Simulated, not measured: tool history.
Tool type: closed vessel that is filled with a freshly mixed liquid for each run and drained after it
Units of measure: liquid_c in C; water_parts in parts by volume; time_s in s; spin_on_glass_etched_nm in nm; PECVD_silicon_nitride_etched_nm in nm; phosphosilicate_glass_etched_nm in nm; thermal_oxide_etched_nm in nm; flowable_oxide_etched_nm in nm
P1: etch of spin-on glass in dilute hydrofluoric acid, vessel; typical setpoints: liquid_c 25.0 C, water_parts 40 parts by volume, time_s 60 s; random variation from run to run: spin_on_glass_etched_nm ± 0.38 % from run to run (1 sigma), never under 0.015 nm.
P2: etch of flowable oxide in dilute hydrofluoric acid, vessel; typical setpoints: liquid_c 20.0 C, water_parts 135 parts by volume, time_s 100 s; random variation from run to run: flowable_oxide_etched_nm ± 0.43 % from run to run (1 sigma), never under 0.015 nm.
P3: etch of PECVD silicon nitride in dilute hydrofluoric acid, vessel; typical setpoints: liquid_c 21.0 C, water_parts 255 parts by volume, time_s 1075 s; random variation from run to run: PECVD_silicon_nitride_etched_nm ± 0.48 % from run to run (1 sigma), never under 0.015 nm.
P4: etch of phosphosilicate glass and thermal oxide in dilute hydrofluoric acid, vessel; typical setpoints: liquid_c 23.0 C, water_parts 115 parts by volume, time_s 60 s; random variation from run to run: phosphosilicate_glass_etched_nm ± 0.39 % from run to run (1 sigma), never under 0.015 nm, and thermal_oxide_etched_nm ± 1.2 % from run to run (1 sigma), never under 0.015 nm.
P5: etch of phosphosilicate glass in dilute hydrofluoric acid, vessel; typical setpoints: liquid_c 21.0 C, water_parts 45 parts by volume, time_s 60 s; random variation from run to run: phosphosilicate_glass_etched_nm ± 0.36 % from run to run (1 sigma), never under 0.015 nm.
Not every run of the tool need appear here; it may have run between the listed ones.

| run | day | process | liquid_c | water_parts | time_s | hours since the thermometer was replaced | hours since the hydrofluoric acid flow meter was replaced | spin_on_glass_etched_nm | PECVD_silicon_nitride_etched_nm | phosphosilicate_glass_etched_nm | thermal_oxide_etched_nm | flowable_oxide_etched_nm |
|---|---|---|---|---|---|---|---|---|---|---|---|---|
| 1 | 0.308 | P1 | 25.0 | 40 | 60 | 448.6 | 270.2 | 73.072 |  |  |  |  |
| 2 | 0.533 | P1 | 25.0 | 40 | 60 | 454.0 | 275.6 | 73.319 |  |  |  |  |
| 3 | 0.846 | P3 | 17.0 | 255 | 1075 | 461.5 | 283.1 |  | 4.7950 |  |  |  |
| 4 | 1.104 | P5 | 21.0 | 80 | 60 | 467.7 | 289.3 |  |  | 88.160 |  |  |
| 5 | 1.454 | P4 | 17.0 | 115 | 60 | 476.1 | 297.7 |  |  | 24.243 | 1.6894 |  |
| 6 | 1.908 | P4 | 23.0 | 115 | 60 | 487.0 | 308.6 |  |  | 30.664 | 2.2082 |  |
| 7 | 2.329 | P1 | 25.0 | 40 | 60 | 497.1 | 318.7 | 73.216 |  |  |  |  |
| 8 | 2.733 | P4 | 23.0 | 115 | 110 | 506.8 | 328.4 |  |  | 56.429 | 4.0334 |  |
| 9 | 3.167 | P2 | 20.0 | 135 | 100 | 517.2 | 338.8 |  |  |  |  | 16.159 |
| 10 | 3.550 | P2 | 25.5 | 135 | 100 | 526.4 | 348.0 |  |  |  |  | 19.939 |
| 11 | 3.904 | P3 | 21.0 | 255 | 2045 | 534.9 | 356.5 |  | 11.7370 |  |  |  |
| 12 | 4.254 | P1 | 25.0 | 40 | 60 | 543.3 | 364.9 | 73.695 |  |  |  |  |
| 13 | 4.571 | P1 | 31.0 | 40 | 60 | 550.9 | 372.5 | 92.948 |  |  |  |  |
| 14 | 4.975 | P5 | 17.0 | 45 | 60 | 560.6 | 382.2 |  |  | 138.210 |  |  |
| 15 | 5.212 | P1 | 30.5 | 40 | 90 | 566.3 | 387.9 | 136.770 |  |  |  |  |
| 16 | 5.633 | P4 | 23.0 | 170 | 60 | 576.4 | 398.0 |  |  | 19.575 | 1.3717 |  |
| 17 | 6.000 | P3 | 21.0 | 255 | 1075 | 585.2 | 406.8 |  | 6.2004 |  |  |  |
| 18 | 6.275 | P5 | 21.0 | 45 | 105 | 591.8 | 413.4 |  |  | 287.090 |  |  |
| 19 | 6.558 | P2 | 20.0 | 135 | 100 | 598.6 | 420.2 |  |  |  |  | 16.172 |
| 20 | 6.900 | P2 | 20.0 | 195 | 100 | 606.8 | 428.4 |  |  |  |  | 10.532 |
| 21 | 7.283 | P1 | 25.0 | 40 | 110 | 616.0 | 437.6 | 133.940 |  |  |  |  |
| 22 | 7.554 | P1 | 25.0 | 75 | 60 | 622.5 | 444.1 | 37.283 |  |  |  |  |
| 23 | 7.783 | P1 | 25.0 | 20 | 60 | 628.0 | 449.6 | 150.060 |  |  |  |  |
| 24 | 8.208 | P5 | 21.0 | 45 | 60 | 638.2 | 459.8 |  |  | 164.480 |  |  |
| 25 | 8.446 | P1 | 25.0 | 40 | 30 | 643.9 | 465.5 | 36.640 |  |  |  |  |
| 26 | 8.712 | P1 | 18.0 | 40 | 60 | 650.3 | 471.9 | 54.349 |  |  |  |  |
| 27 | 8.925 | P2 | 20.0 | 135 | 155 | 655.4 | 477.0 |  |  |  |  | 24.930 |
| 28 | 9.200 | P4 | 23.0 | 115 | 60 | 662.0 | 483.6 |  |  | 30.803 | 2.1321 |  |
| 29 | 9.500 | P3 | 21.0 | 360 | 1075 | 669.2 | 490.8 |  | 4.3837 |  |  |  |
| 30 | 9.879 | P1 | 25.0 | 40 | 60 | 678.3 | 499.9 | 73.054 |  |  |  |  |
| 31 | 10.371 | P1 | 25.0 | 40 | 60 | 690.1 | 511.7 | 75.945 |  |  |  |  |
| 32 | 10.788 | P1 | 25.0 | 40 | 60 | 700.1 | 521.7 | 76.448 |  |  |  |  |
| 33 | 11.025 | P1 | 25.0 | 40 | 60 | 705.8 | 527.4 | 77.092 |  |  |  |  |
| 34 | 11.304 | P1 | 25.0 | 40 | 60 | 712.5 | 534.1 | 77.819 |  |  |  |  |
| 35 | 11.608 | P1 | 25.0 | 40 | 60 | 719.8 | 541.4 | 78.073 |  |  |  |  |
| 36 | 11.962 | P1 | 25.0 | 40 | 60 | 728.3 | 549.9 | 78.022 |  |  |  |  |
| 37 | 12.221 | P1 | 25.0 | 40 | 60 | 734.5 | 556.1 | 78.426 |  |  |  |  |
| 38 | 12.588 | P1 | 25.0 | 40 | 60 | 743.3 | 564.9 | 78.761 |  |  |  |  |
| 39 | 13.000 | P1 | 25.0 | 40 | 60 | 753.2 | 574.8 | 78.849 |  |  |  |  |

What P1 gives has crept off from where it sat before. The 2 causes that follow fit the log equally well, each at the size noted:
A: liquid hotter than its thermometer reads (K) = 1.69
B: hydrofluoric acid flow above the setpoint (%) = 6.77
Onset of the creep was near day 9.879.

Below are 4 check runs, each on a single wafer, with their results shown as question marks. Which of them would tell the listed causes apart, meaning the causes would give clearly different results under it?
| check 1 | 13.412 | P2 | 20.0 | 135 | 100 |  |  |  |  |  |  | ? |
| check 2 | 13.412 | P5 | 21.0 | 45 | 60 |  |  |  |  | ? |  |  |
| check 3 | 13.412 | P4 | 23.0 | 115 | 60 |  |  |  |  | ? | ? |  |
| check 4 | 13.412 | P3 | 21.0 | 255 | 1075 |  |  |  | ? |  |  |  |

How each check would come out, cause by cause:
| check | result | if A | if B |
|---|---|---|---|
| check 1 | flowable_oxide_etched_nm | 17.261 | 17.388 |
| check 2 | phosphosilicate_glass_etched_nm | 176.540 | 176.180 |
| check 3 | phosphosilicate_glass_etched_nm | 32.892 | 33.148 |
| check 3 | thermal_oxide_etched_nm | 2.3102 | 2.3282 |
| check 4 | PECVD_silicon_nitride_etched_nm | 6.8727 | 6.5826 |
Separation of the two closest causes in each check, using whichever result separates them best: check 1 0.73 %; check 2 0.21 %; check 3 0.78 %; check 4 4.31 %
Of the check runs offered, only check 4 discriminates between the causes; the rest would read about the same regardless of which cause applies.

Check 4 has now been run. It gave: PECVD_silicon_nitride_etched_nm 6.8459 nm. Which of the candidate causes is it?

Of the candidate causes, it is A: liquid hotter than its thermometer reads (K).
